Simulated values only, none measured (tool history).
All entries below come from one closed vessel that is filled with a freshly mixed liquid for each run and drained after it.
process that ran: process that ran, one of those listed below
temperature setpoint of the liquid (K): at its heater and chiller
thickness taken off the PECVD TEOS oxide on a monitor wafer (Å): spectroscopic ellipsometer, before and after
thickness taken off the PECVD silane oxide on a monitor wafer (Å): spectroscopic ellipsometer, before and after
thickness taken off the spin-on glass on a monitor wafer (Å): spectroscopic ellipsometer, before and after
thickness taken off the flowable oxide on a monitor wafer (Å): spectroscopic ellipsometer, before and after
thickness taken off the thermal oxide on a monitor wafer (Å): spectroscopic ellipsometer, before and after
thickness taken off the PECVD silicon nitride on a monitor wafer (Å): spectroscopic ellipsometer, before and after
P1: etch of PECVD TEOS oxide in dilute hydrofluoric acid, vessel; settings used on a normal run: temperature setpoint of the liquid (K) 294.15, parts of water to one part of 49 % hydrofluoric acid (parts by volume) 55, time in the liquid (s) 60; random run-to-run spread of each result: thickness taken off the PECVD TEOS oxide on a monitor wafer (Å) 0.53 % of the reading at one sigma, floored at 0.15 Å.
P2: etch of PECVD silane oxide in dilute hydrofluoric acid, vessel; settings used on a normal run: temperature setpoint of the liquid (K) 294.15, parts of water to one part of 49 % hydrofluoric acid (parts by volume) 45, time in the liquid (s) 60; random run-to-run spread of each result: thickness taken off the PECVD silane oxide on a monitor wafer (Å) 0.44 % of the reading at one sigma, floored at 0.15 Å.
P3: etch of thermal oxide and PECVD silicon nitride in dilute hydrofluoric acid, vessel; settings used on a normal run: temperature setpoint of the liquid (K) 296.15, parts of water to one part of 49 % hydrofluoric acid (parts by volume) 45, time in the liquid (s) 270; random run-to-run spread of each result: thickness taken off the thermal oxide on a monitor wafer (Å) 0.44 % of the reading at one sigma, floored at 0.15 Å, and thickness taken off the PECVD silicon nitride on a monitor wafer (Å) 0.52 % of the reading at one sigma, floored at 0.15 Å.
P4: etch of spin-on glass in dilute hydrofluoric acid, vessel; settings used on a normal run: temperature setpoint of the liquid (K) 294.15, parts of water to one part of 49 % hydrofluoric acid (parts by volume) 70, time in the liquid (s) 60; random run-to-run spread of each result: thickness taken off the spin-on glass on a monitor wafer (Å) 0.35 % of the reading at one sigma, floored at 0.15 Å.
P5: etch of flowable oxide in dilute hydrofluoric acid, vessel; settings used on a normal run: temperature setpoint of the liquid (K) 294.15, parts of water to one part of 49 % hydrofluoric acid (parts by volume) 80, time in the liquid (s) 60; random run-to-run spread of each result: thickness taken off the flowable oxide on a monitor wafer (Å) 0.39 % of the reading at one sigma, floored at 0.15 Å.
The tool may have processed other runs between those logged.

run,hour,process that ran,temperature setpoint of the liquid (K),parts of water to one part of 49 % hydrofluoric acid (parts by volume),time in the liquid (s),thickness taken off the PECVD TEOS oxide on a monitor wafer (Å),thickness taken off the PECVD silane oxide on a monitor wafer (Å),thickness taken off the spin-on glass on a monitor wafer (Å),thickness taken off the flowable oxide on a monitor wafer (Å),thickness taken off the thermal oxide on a monitor wafer (Å),thickness taken off the PECVD silicon nitride on a monitor wafer (Å)
1,9.3,P1,294.15,55,60,287.8,,,,,
2,20,P2,302.65,45,60,,701.02,,,,
3,25.6,P4,290.15,70,60,,,196.8,,,
4,32.5,P5,294.15,80,60,,,,322.88,,
5,37.4,P1,302.15,55,60,398.21,,,,,
6,44.1,P1,290.15,55,105,425.79,,,,,
7,52.1,P5,294.15,145,60,,,,164.29,,
8,62,P1,294.15,55,60,287.8,,,,,
9,72.5,P1,294.15,90,60,168.77,,,,,
10,81.7,P2,294.15,45,60,,492.14,,,,
11,87,P1,294.15,55,60,284.19,,,,,
12,97.5,P1,294.15,55,60,284.37,,,,,
13,106.6,P1,290.15,55,60,240.61,,,,,
14,116.8,P4,294.15,70,60,,,233.25,,,
15,121.8,P3,296.15,70,270,,,,,190.16,186.03
16,132.5,P5,290.15,80,60,,,,271.87,,
17,141.5,P5,294.15,80,30,,,,161.47,,
18,151.3,P4,294.15,70,60,,,232.57,,,
19,160.8,P1,294.15,20,60,829.01,,,,,
20,165.7,P1,294.15,55,60,288.4,,,,,
21,172.8,P1,294.15,55,30,144.19,,,,,
# hour 175.1: hydrofluoric acid flow meter replaced
22,179.4,P2,294.15,75,60,,284.03,,,,
23,188.5,P4,294.15,70,30,,,116.12,,,
24,196.6,P3,296.15,45,270,,,,,307.93,283.63
25,202.7,P1,298.65,55,90,512.48,,,,,
26,213.2,P3,296.15,45,520,,,,,591.49,550.07
27,222.3,P1,294.15,90,35,97.823,,,,,
28,231.7,P2,294.15,45,30,,246.79,,,,
29,241.5,P5,294.15,80,60,,,,323.44,,
30,252,P3,290.65,45,270,,,,,242.25,194.62
31,258.7,P4,294.15,20,60,,,867.93,,,
32,269,P1,294.15,55,95,452.74,,,,,
33,275,P1,294.15,55,60,289.14,,,,,
34,279.9,P1,294.15,55,60,283.12,,,,,
35,288.5,P1,294.15,55,60,275.06,,,,,
36,298.3,P1,294.15,55,60,269.04,,,,,
37,306.9,P1,294.15,55,60,264.7,,,,,
38,316.8,P1,294.15,55,60,265.58,,,,,
39,325.4,P1,294.15,55,60,261.65,,,,,
40,333.5,P1,294.15,55,60,261.78,,,,,
41,340.4,P1,294.15,55,60,260.88,,,,,
42,349.6,P1,294.15,55,60,263.23,,,,,
43,355.9,P1,294.15,55,60,263.84,,,,,

Compared with where it was, what P1 gives has crept away. Each cause listed below fits the log as well as the rest, at the size given for it:
A: hydrofluoric acid flow below the setpoint (%) = 8.36
B: liquid colder than its thermometer reads (K) = 2.21
The gradual shift began around hour 275.

Listed below are the offered check runs, one wafer per run, with question marks in place of results. For which of them would the causes give clearly different outcomes?
check 1,362.2,P4,290.15,40,60,,,?,,,
check 2,362.2,P3,291.15,45,390,,,,,?,?
check 3,362.2,P5,290.15,80,60,,,,?,,
check 4,362.2,P2,297.15,45,30,,?,,,,

Check results expected under each cause:
check,result,if A,if B
check 1,thickness taken off the spin-on glass on a monitor wafer (Å),325.23,323.23
check 2,thickness taken off the thermal oxide on a monitor wafer (Å),327.4,325.97
check 2,thickness taken off the PECVD silicon nitride on a monitor wafer (Å),267.6,248.82
check 3,thickness taken off the flowable oxide on a monitor wafer (Å),246.95,246.92
check 4,thickness taken off the PECVD silane oxide on a monitor wafer (Å),254.6,254.79
Minimum pairwise separation of causes per check, each pair taken at its best-separating result: check 1 0.61 %; check 2 7.28 %; check 3 0.01 %; check 4 0.08 %
Of the check runs offered, only check 2 discriminates between the causes; the rest would read about the same regardless of which cause applies.

With check 2 done, the readings were: thickness taken off the thermal oxide on a monitor wafer (Å) 325.51; thickness taken off the PECVD silicon nitride on a monitor wafer (Å) 246.46. Identify which of the listed causes applies.

Of the candidate causes, it is B: liquid colder than its thermometer reads (K).

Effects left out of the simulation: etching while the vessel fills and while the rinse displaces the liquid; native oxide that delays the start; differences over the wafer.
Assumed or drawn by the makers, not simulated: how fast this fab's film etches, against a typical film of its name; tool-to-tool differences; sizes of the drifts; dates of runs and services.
